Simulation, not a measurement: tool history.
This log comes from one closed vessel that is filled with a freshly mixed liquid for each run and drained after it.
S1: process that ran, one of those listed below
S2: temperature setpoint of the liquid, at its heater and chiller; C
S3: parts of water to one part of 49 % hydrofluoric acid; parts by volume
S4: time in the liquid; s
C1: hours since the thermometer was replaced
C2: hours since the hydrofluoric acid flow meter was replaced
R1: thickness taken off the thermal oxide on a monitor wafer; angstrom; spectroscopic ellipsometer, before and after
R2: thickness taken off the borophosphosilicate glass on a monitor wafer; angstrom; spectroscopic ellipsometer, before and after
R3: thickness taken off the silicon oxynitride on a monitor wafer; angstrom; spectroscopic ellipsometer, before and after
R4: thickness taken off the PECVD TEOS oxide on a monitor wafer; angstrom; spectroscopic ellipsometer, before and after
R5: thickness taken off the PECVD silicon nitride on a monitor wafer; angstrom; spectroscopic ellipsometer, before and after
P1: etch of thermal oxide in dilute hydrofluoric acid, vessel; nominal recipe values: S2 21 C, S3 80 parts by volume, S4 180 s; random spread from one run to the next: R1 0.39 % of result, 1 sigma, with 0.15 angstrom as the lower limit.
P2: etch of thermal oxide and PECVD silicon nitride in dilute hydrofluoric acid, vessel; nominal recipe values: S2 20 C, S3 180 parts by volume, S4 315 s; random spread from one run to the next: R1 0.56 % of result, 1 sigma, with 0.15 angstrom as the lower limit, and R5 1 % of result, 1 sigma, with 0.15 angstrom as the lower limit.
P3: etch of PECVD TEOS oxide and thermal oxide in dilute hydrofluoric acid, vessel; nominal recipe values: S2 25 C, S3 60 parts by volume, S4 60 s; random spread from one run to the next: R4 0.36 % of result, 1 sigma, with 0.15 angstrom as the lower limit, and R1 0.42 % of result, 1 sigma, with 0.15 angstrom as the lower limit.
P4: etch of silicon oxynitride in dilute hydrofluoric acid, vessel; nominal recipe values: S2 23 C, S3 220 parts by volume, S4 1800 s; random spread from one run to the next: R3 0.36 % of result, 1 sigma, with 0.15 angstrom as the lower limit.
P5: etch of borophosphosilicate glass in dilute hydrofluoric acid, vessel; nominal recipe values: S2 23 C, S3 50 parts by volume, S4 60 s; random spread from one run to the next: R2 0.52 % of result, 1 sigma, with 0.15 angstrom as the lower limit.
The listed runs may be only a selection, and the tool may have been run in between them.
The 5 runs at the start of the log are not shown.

run 6 hour=62.3 | S1=P5 S2=23 S3=50 S4=60 | C1=259.4 C2=367.3 | R2=577.60
run 7 hour=72.3 | S1=P3 S2=33 S3=60 S4=60 | C1=269.4 C2=377.3 | R1=72.222 R4=439.07
run 8 hour=81.0 | S1=P1 S2=17 S3=80 S4=180 | C1=278.1 C2=386.0 | R1=79.544
run 9 hour=94.1 | S1=P1 S2=21 S3=80 S4=180 | C1=291.2 C2=399.1 | R1=93.727
run 10 hour=105.1 | S1=P1 S2=27 S3=80 S4=180 | C1=302.2 C2=410.1 | R1=119.380
run 11 hour=111.0 | S1=P4 S2=23 S3=220 S4=2730 | C1=308.1 C2=416.0 | R3=347.81
run 12 hour=123.4 | S1=P1 S2=21 S3=110 S4=180 | C1=320.5 C2=428.4 | R1=66.288
run 13 hour=130.0 | S1=P2 S2=20 S3=180 S4=315 | C1=327.1 C2=435.0 | R1=65.775 R5=23.262
run 14 hour=141.4 | S1=P4 S2=23 S3=220 S4=1800 | C1=338.5 C2=446.4 | R3=229.36
run 15 hour=153.7 | S1=P2 S2=20 S3=180 S4=315 | C1=350.8 C2=458.7 | R1=65.180 R5=22.863
run 16 hour=166.1 | S1=P4 S2=23 S3=365 S4=1800 | C1=363.2 C2=471.1 | R3=125.66
run 17 hour=173.7 | S1=P1 S2=21 S3=80 S4=295 | C1=370.8 C2=478.7 | R1=153.920
run 18 hour=182.6 | S1=P2 S2=20 S3=60 S4=315 | C1=379.7 C2=487.6 | R1=223.840 R5=65.500
run 19 hour=195.6 | S1=P3 S2=25 S3=20 S4=60 | C1=392.7 C2=500.6 | R1=166.720 R4=1014.20
-- hour=202.8 thermometer replaced
run 20 hour=208.3 | S1=P3 S2=25 S3=60 S4=60 | C1=5.6 C2=513.3 | R1=52.676 R4=317.88
-- hour=214.9 hydrofluoric acid flow meter replaced
run 21 hour=214.9 | S1=P3 S2=25 S3=60 S4=95 | C1=12.2 C2=0.1 | R1=82.910 R4=503.82
run 22 hour=221.9 | S1=P2 S2=20 S3=180 S4=540 | C1=19.2 C2=7.1 | R1=111.950 R5=39.130
run 23 hour=234.9 | S1=P1 S2=17 S3=80 S4=30 | C1=32.2 C2=20.1 | R1=13.295
run 24 hour=241.4 | S1=P2 S2=17 S3=180 S4=315 | C1=38.7 C2=26.6 | R1=58.436 R5=18.779
run 25 hour=252.2 | S1=P1 S2=21 S3=80 S4=180 | C1=49.5 C2=37.4 | R1=93.713
run 26 hour=261.7 | S1=P3 S2=25 S3=60 S4=60 | C1=59.0 C2=46.9 | R1=51.962 R4=316.52
run 27 hour=267.5 | S1=P1 S2=21 S3=80 S4=180 | C1=64.8 C2=52.7 | R1=94.139
run 28 hour=273.8 | S1=P1 S2=21 S3=80 S4=180 | C1=71.1 C2=59.0 | R1=93.876
run 29 hour=280.9 | S1=P1 S2=21 S3=80 S4=95 | C1=78.2 C2=66.1 | R1=49.352
run 30 hour=291.8 | S1=P4 S2=29 S3=220 S4=1800 | C1=89.1 C2=77.0 | R3=298.13

For run 31, what comes out?
run 31 hour=298.6 | S1=P1 S2=21 S3=20 S4=275 | C1=95.9 C2=83.8 | R1=?

R1: 624.230 angstrom

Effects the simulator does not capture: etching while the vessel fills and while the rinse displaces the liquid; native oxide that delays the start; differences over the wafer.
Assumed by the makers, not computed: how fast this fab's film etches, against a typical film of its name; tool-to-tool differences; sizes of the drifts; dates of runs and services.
